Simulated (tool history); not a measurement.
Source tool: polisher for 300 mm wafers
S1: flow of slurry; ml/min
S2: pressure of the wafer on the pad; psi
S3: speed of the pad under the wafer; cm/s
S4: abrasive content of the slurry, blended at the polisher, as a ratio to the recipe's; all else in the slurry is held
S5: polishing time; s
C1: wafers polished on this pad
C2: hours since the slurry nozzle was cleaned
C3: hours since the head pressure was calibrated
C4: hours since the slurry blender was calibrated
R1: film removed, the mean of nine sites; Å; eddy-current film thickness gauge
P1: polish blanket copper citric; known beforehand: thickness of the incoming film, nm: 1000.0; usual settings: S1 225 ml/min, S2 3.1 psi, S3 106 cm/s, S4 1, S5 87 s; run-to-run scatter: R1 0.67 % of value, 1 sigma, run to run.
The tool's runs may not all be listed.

run,hour,S1,S2,S3,S4,S5,C1,C2,C3,C4,R1
1,8.6,225,3.1,106,1,87,761,164.6,875.3,90.8,2476.9
2,16.4,355,3.1,106,1,87,835,172.4,883.1,98.6,2589.2
3,31.4,225,4.8,106,1,87,979,187.4,898.1,113.6,3772.5
4,39,225,3.1,66,1,87,1051,195,905.7,121.2,1561.7
5,48,225,3.1,106,1,87,1137,204,914.7,130.2,2452.1
6,55.6,225,3.1,106,1,87,1210,211.6,922.3,137.8,2489.3
7,66.2,225,3.1,106,1,121,1311,222.2,932.9,148.4,3440.1
8,81.2,225,3.1,138,1,87,1454,237.2,947.9,163.4,3214.5
9,89.4,225,3.1,106,1,87,1533,245.4,956.1,171.6,2449.8
10,102.9,225,3.1,106,1.5,87,1662,258.9,969.6,185.1,2697.8
# hour 112.2: slurry blender recalibrated
11,112.5,145,3.1,106,1,87,1754,268.5,979.2,0.3,2305.8
12,121.6,225,3.1,150,1.3,87,1841,277.6,988.3,9.4,3643.2
13,134.3,225,3.1,106,1,87,1962,290.3,1001,22.1,2444.1
14,141.3,225,1.6,106,1,87,2029,297.3,1008,29.1,1288.1
15,153.8,225,3.1,106,0.6,87,2148,309.8,1020.5,41.6,2183.5
16,168.5,225,3.1,106,1,46,2289,324.5,1035.2,56.3,1301.8
17,180.7,225,2.2,106,1.4,87,2405,336.7,1047.4,68.5,1892.2
18,189,225,3.1,106,1,87,2485,345,1055.7,76.8,2450.7
19,197.6,225,3.1,106,1,87,2567,353.6,1064.3,85.4,2402.7
20,211.2,225,3.1,106,1,87,2697,367.2,1077.9,99,2359.9
21,219.4,225,3.1,106,1,87,2775,375.4,1086.1,107.2,2325.8
# hour 220.1: worn pad replaced by a new one
22,232,225,3.1,106,1,87,114,388,1098.7,119.8,2303.9
# hour 235.2: slurry blender recalibrated
23,243.5,225,3.1,106,1,87,224,399.5,1110.2,8.3,2335.2
24,254.4,225,3.1,106,1,87,328,410.4,1121.1,19.2,2305
25,264.7,225,3.1,106,1,87,426,420.7,1131.4,29.5,2285.9
26,273.5,225,3.1,106,1,87,510,429.5,1140.2,38.3,2309.2

The output of P1 has drifted from where it used to be. Each of the 2 causes below, taken at the size shown beside it, accounts for the log equally well:
A: head's pressure below its setpoint, % = 6.48
B: slurry flow missing at the pad, % = 36.1
Creep in the process output first set in at about hour 189.
Why every other cause is out:
removal rate lost through wear of the pad, %: work on it at hour 220.1, done after the drift set in, did not restore what the process gave before
abrasive missing from the slurry, %: work on it at hour 235.2, done after the drift set in, did not restore what the process gave before

You are offered 4 check runs, listed below with question marks in place of their results; each one averages 5 wafers. Which run separates the listed causes by giving clearly different results for each?
check 1,282.3,225,3.8,106,0.6,87,,,,,?
check 2,282.3,225,4.6,106,1,87,,,,,?
check 3,282.3,340,4.4,106,1,87,,,,,?
check 4,282.3,225,3.1,106,1.45,87,,,,,?

Check results expected under each cause:
check,result,if A,if B
check 1,R1,2533,2533.6
check 2,R1,3398,3399.6
check 3,R1,3385.8,3459.7
check 4,R1,2503.2,2503.2
Separation of the two closest causes in each check, using whichever result separates them best: check 1 0.02 %; check 2 0.05 %; check 3 2.16 %; check 4 0 %
Check 3 tells the causes apart: in the others they would give nearly the same result.

Check 3 was then run and gave: R1 3390.5 Å. Which cause is it?

Of the candidate causes, it is A: head's pressure below its setpoint, %.
